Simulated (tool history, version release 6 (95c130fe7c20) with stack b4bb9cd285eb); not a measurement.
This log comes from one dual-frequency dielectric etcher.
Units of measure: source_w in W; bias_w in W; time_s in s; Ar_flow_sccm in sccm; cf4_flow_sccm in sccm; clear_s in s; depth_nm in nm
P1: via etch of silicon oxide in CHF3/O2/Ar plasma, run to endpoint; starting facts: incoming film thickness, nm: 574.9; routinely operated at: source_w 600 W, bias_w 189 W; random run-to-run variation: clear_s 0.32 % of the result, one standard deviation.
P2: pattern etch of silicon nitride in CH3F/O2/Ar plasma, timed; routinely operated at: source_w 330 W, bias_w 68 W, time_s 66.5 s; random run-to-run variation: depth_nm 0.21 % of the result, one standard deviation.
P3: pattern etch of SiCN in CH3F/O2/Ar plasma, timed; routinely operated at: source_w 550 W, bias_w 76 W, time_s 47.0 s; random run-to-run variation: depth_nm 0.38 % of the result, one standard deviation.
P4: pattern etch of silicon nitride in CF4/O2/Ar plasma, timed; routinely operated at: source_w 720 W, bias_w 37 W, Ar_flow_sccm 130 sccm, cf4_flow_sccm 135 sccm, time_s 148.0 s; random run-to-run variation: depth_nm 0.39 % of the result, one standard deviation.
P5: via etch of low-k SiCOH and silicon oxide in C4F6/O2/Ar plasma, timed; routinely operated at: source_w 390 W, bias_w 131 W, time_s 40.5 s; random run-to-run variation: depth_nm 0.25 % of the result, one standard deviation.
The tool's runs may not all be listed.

run   hour  process  source_w  bias_w  time_s  Ar_flow_sccm  cf4_flow_sccm  clear_s  depth_nm
  1   10.4       P1       600     189                                        277.55
  2   20.7       P1       750     189                                        255.63
  3   31.5       P5       230     131    40.5                                          77.114
  4   42.8       P4       720      37   148.0           130            184            361.880
  5   56.0       P3       380      76    47.0                                          17.925
  6   66.4       P5       390     131    59.0                                         137.680
  7   78.4       P5       390     131    40.5                                          94.915
  8   88.2       P4       720      46   148.0           130            135            373.800
  9   99.0       P1       600     255                                        249.14
 10  108.4       P1       600     189                                        278.27
 11  117.4       P1       720     147                                        284.18
 12  128.5       P4       720      37   148.0           130            135            348.240
 13  138.6       P2       330      68    50.0                                          32.552
 14  150.6       P4       720      37   190.5           130            135            445.200
 15  162.5       P4       510      37   148.0           130            135            256.820
 16  173.8       P1       600     189                                        276.74
 17  184.5       P1       370     219                                        317.44
 18  197.0       P3       550      76    67.5                                          29.437
 19  205.2       P4       720      37   148.0           130            135            351.030
 20  215.8       P3       550      76    47.0                                          20.544
 21  221.6       P2       430      68    66.5                                          47.820
 22  229.8       P1       600     189                                        278.76
 23  241.2       P1       740     136                                        285.64
 24  248.2       P2       330      68    66.5                                          43.278
 25  256.9       P1       600     189                                        279.53
 26  269.1       P3       550      76    47.0                                          20.508
 27  280.7       P1       600     189                                        276.68
 28  288.5       P3       550      57    47.0                                          18.492
 29  296.4       P4       720      37   148.0            83            135            368.840
 30  307.2       P1       600     154                                        297.94
 31  317.6       P2       330      47    66.5                                          38.198
 32  330.8       P2       330      68    66.5                                          43.335
 33  340.2       P5       390     131    40.5                                          94.588
 34  346.7       P1       470     189                                        305.18
 35  353.6       P5       390     166    40.5                                         101.440
 36  364.9       P1       600     189                                        277.07
 37  372.1       P1       600     189                                        276.83
 38  384.4       P1       600     189                                        275.68
     387.8  -- wet clean of the chamber
 39  393.0       P1       600     189                                        274.19
 40  400.4       P1       600     189                                        273.69
 41  406.7       P1       600     189                                        274.89
 42  413.6       P1       600     189                                        275.69
 43  422.2       P1       600     189                                        273.51

What does the tool deliver on the next run?
 44  429.7       P1       600     189                                             ?

Logged for run 44: clear_s 274.30 s.
